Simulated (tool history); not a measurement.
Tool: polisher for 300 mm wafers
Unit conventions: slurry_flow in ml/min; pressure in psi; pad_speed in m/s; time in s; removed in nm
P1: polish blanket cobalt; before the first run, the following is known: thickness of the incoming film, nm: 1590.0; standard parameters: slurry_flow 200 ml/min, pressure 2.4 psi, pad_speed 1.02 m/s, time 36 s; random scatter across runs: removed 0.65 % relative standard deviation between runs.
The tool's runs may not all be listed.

run	hour	slurry_flow	pressure	pad_speed	time	removed
1	8.4	200	2.4	1.02	36	204.89
2	16.9	200	2.4	1.62	36	325.7
3	22.5	120	2.4	1.02	49	257.27
4	28.1	200	2.4	1.02	36	204.08
5	34.6	200	2.4	1.02	36	203.91
6	43.6	200	2.4	1.02	36	205.03
7	48.8	200	2.4	1.02	36	206.27
8	57	200	3.5	1.02	36	303.45
9	63	280	2.4	1.02	36	213.02
10	69.2	200	2.4	1.02	52	299.84
11	74.2	200	1.2	1.02	36	103.56
12	84.4	200	2.4	1.02	16	91.644
13	94	200	2.4	1.02	36	204.74
14	98.9	120	2.4	1.02	36	189.11
15	104.7	200	2.4	0.46	36	92.83
16	114.6	130	2.4	1.02	48	254.77
17	120.9	200	2.4	1.02	36	205.98
18	130.6	200	2.4	1.02	36	204.96
19	138.4	200	2.4	1.02	36	201.61
20	144.4	200	2.4	1.02	36	198.58
21	154.3	200	2.4	1.02	36	197.07
# hour 162.1: head pressure recalibrated
22	162.7	200	2.4	1.02	36	195.54
23	169.9	200	2.4	1.02	36	195.75
24	174.8	200	2.4	1.02	36	195.87

The log shows P1 creeping away from where it was. Any of the 2 causes listed here, at the size stated for it, fits the log just as well as the others:
A: slurry flow missing at the pad, % = 26.9
B: removal rate lost through wear of the pad, % = 4.73
Creep in the process output first set in at about hour 130.6.
What rules out each remaining cause:
head's pressure below its setpoint, %: serviced at hour 162.1, after the change had begun; the process did not return to its earlier output

Each of the check runs listed below is run on 3 wafers and reports their average, with the results left as question marks. Pick the one under which the possible causes would lead to clearly different results.
check 1	179.7	120	2.4	1.02	51	?
check 2	179.7	200	1.3	1.46	36	?
check 3	179.7	200	2.4	0.46	16	?
check 4	179.7	200	1.6	0.52	36	?

Predicted outcomes, by check and by cause:
check	result	if A	if B
check 1	removed	247.05	254.21
check 2	removed	151.77	151.76
check 3	removed	39.234	39.232
check 4	removed	66.528	66.524
Gap, in per cent, between the two causes that each check separates least, read from the result that separates them most: check 1 2.85 %; check 2 0.01 %; check 3 0.01 %; check 4 0.01 %
Only check 1 tells the causes apart: in the others they would give nearly the same result.

After running check 1, the following was obtained: removed 247.93 nm. Which cause does this point to?

A is the cause: slurry flow missing at the pad, %.
